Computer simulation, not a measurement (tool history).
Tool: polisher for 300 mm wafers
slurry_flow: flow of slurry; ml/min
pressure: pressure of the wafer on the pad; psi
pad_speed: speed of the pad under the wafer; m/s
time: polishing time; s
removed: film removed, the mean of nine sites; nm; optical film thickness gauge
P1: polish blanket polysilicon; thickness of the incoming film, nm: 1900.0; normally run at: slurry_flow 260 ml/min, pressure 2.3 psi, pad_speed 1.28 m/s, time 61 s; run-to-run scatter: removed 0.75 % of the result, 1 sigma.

run,hour,slurry_flow,pressure,pad_speed,time,removed
1,7.9,260,2.3,1.28,61,545.11
2,18.2,260,1.1,1.28,61,256.77
3,28.5,260,2.3,1.28,61,540.56
4,44.6,260,2.3,1.28,61,536.42
# hour 46.9: slurry nozzle cleaned
5,52.2,155,2.3,1.28,61,505.62
6,61.7,260,2.3,1.28,38,335.52
7,69.8,260,3.4,1.28,61,796.75
8,77.7,355,2.3,1.28,61,557.36
9,92,260,2.3,2.02,61,853.72
10,107.5,260,2.3,1.28,61,547.08
11,119.9,260,2.3,0.66,61,278.03

Forecast run 12:
12,135.4,260,2.3,1.28,92,?

{"run 12": {"removed": 804.79}}

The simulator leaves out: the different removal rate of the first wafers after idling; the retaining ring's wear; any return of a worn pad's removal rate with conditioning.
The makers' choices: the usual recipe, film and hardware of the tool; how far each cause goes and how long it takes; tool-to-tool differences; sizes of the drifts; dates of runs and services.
